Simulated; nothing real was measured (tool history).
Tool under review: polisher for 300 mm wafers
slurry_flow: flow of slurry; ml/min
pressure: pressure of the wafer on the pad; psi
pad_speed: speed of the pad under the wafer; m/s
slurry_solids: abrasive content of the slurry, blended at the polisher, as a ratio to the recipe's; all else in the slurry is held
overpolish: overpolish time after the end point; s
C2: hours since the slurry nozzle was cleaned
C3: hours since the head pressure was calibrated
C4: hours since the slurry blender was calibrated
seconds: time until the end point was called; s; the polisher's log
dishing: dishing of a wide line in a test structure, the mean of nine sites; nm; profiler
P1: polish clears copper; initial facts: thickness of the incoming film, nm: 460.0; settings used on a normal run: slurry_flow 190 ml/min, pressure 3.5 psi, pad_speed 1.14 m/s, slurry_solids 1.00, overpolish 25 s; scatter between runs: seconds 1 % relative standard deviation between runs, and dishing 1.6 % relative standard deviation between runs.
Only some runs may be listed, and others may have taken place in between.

run 1 hour=7.5 | slurry_flow=190 pressure=3.5 pad_speed=1.14 slurry_solids=1.00 overpolish=25 | wafers_polished_on_this_pad=608 C2=352.5 C3=306.5 C4=275.4 | seconds=136.250 dishing=52.887
run 2 hour=21.2 | slurry_flow=190 pressure=3.5 pad_speed=1.14 slurry_solids=1.00 overpolish=25 | wafers_polished_on_this_pad=744 C2=366.2 C3=320.2 C4=289.1 | seconds=133.080 dishing=54.879
run 3 hour=33.3 | slurry_flow=190 pressure=1.7 pad_speed=1.14 slurry_solids=1.00 overpolish=25 | wafers_polished_on_this_pad=865 C2=378.3 C3=332.3 C4=301.2 | seconds=279.160 dishing=27.580
run 4 hour=44.1 | slurry_flow=190 pressure=3.5 pad_speed=1.14 slurry_solids=1.00 overpolish=48 | wafers_polished_on_this_pad=972 C2=389.1 C3=343.1 C4=312.0 | seconds=137.570 dishing=86.548
run 5 hour=53.4 | slurry_flow=115 pressure=3.5 pad_speed=1.14 slurry_solids=1.00 overpolish=25 | wafers_polished_on_this_pad=1065 C2=398.4 C3=352.4 C4=321.3 | seconds=147.020 dishing=47.853
-- hour=56.3 slurry nozzle cleaned
run 6 hour=66.5 | slurry_flow=190 pressure=3.5 pad_speed=0.68 slurry_solids=1.00 overpolish=25 | wafers_polished_on_this_pad=1195 C2=10.3 C3=365.5 C4=334.4 | seconds=227.630 dishing=34.170
run 7 hour=76.7 | slurry_flow=190 pressure=3.5 pad_speed=1.74 slurry_solids=1.00 overpolish=25 | wafers_polished_on_this_pad=1297 C2=20.5 C3=375.7 C4=344.6 | seconds=88.982 dishing=72.625
run 8 hour=87.2 | slurry_flow=190 pressure=3.5 pad_speed=1.14 slurry_solids=0.55 overpolish=25 | wafers_polished_on_this_pad=1402 C2=31.0 C3=386.2 C4=355.1 | seconds=154.240 dishing=48.354
run 9 hour=96.3 | slurry_flow=190 pressure=3.5 pad_speed=1.14 slurry_solids=1.00 overpolish=25 | wafers_polished_on_this_pad=1492 C2=40.1 C3=395.3 C4=364.2 | seconds=136.670 dishing=54.053
run 10 hour=111.3 | slurry_flow=190 pressure=3.5 pad_speed=1.14 slurry_solids=1.45 overpolish=25 | wafers_polished_on_this_pad=1642 C2=55.1 C3=410.3 C4=379.2 | seconds=124.610 dishing=56.353
run 11 hour=123.3 | slurry_flow=190 pressure=1.8 pad_speed=0.62 slurry_solids=1.00 overpolish=25 | wafers_polished_on_this_pad=1761 C2=67.1 C3=422.3 C4=391.2 | seconds=493.060 dishing=16.611
run 12 hour=133.2 | slurry_flow=255 pressure=3.5 pad_speed=1.14 slurry_solids=1.00 overpolish=25 | wafers_polished_on_this_pad=1860 C2=77.0 C3=432.2 C4=401.1 | seconds=132.390 dishing=52.823
run 13 hour=145.2 | slurry_flow=190 pressure=3.5 pad_speed=1.14 slurry_solids=1.00 overpolish=8 | wafers_polished_on_this_pad=1979 C2=89.0 C3=444.2 C4=413.1 | seconds=137.810 dishing=19.678
run 14 hour=158.2 | slurry_flow=115 pressure=5.2 pad_speed=1.14 slurry_solids=1.00 overpolish=25 | wafers_polished_on_this_pad=2109 C2=102.0 C3=457.2 C4=426.1 | seconds=100.110 dishing=69.043
run 15 hour=173.6 | slurry_flow=190 pressure=3.5 pad_speed=1.14 slurry_solids=1.00 overpolish=25 | wafers_polished_on_this_pad=2262 C2=117.4 C3=472.6 C4=441.5 | seconds=137.120 dishing=53.204
-- hour=175.0 head pressure recalibrated
run 16 hour=184.9 | slurry_flow=190 pressure=5.4 pad_speed=1.14 slurry_solids=1.00 overpolish=25 | wafers_polished_on_this_pad=2375 C2=128.7 C3=9.9 C4=452.8 | seconds=87.511 dishing=76.579
run 17 hour=198.7 | slurry_flow=190 pressure=3.5 pad_speed=1.14 slurry_solids=1.00 overpolish=25 | wafers_polished_on_this_pad=2512 C2=142.5 C3=23.7 C4=466.6 | seconds=135.930 dishing=53.333
run 18 hour=212.7 | slurry_flow=190 pressure=3.5 pad_speed=0.64 slurry_solids=1.00 overpolish=9 | wafers_polished_on_this_pad=2652 C2=156.5 C3=37.7 C4=480.6 | seconds=241.160 dishing=12.648
run 19 hour=223.6 | slurry_flow=190 pressure=3.5 pad_speed=1.14 slurry_solids=1.00 overpolish=25 | wafers_polished_on_this_pad=2760 C2=167.4 C3=48.6 C4=491.5 | seconds=134.190 dishing=52.641
run 20 hour=231.4 | slurry_flow=190 pressure=3.5 pad_speed=1.14 slurry_solids=1.00 overpolish=25 | wafers_polished_on_this_pad=2838 C2=175.2 C3=56.4 C4=499.3 | seconds=135.490 dishing=50.907
run 21 hour=240.5 | slurry_flow=190 pressure=3.5 pad_speed=1.14 slurry_solids=1.00 overpolish=25 | wafers_polished_on_this_pad=2929 C2=184.3 C3=65.5 C4=508.4 | seconds=141.520 dishing=50.896
run 22 hour=255.4 | slurry_flow=190 pressure=3.5 pad_speed=1.14 slurry_solids=1.00 overpolish=25 | wafers_polished_on_this_pad=3077 C2=199.2 C3=80.4 C4=523.3 | seconds=140.110 dishing=50.867
-- hour=265.7 slurry blender recalibrated
run 23 hour=269.9 | slurry_flow=190 pressure=3.5 pad_speed=1.14 slurry_solids=1.00 overpolish=25 | wafers_polished_on_this_pad=3222 C2=213.7 C3=94.9 C4=4.3 | seconds=139.800 dishing=49.211
run 24 hour=280.4 | slurry_flow=190 pressure=3.5 pad_speed=1.14 slurry_solids=1.00 overpolish=25 | wafers_polished_on_this_pad=3326 C2=224.2 C3=105.4 C4=14.8 | seconds=142.610 dishing=49.650

What does the tool deliver on the next run?
-- hour=283.5 head pressure recalibrated
run 25 hour=295.0 | slurry_flow=190 pressure=3.5 pad_speed=1.14 slurry_solids=1.00 overpolish=25 | wafers_polished_on_this_pad=3472 C2=238.8 C3=11.6 C4=29.4 | seconds=? dishing=?

{"run 25": {"seconds": 144.19, "dishing": 50.39}}
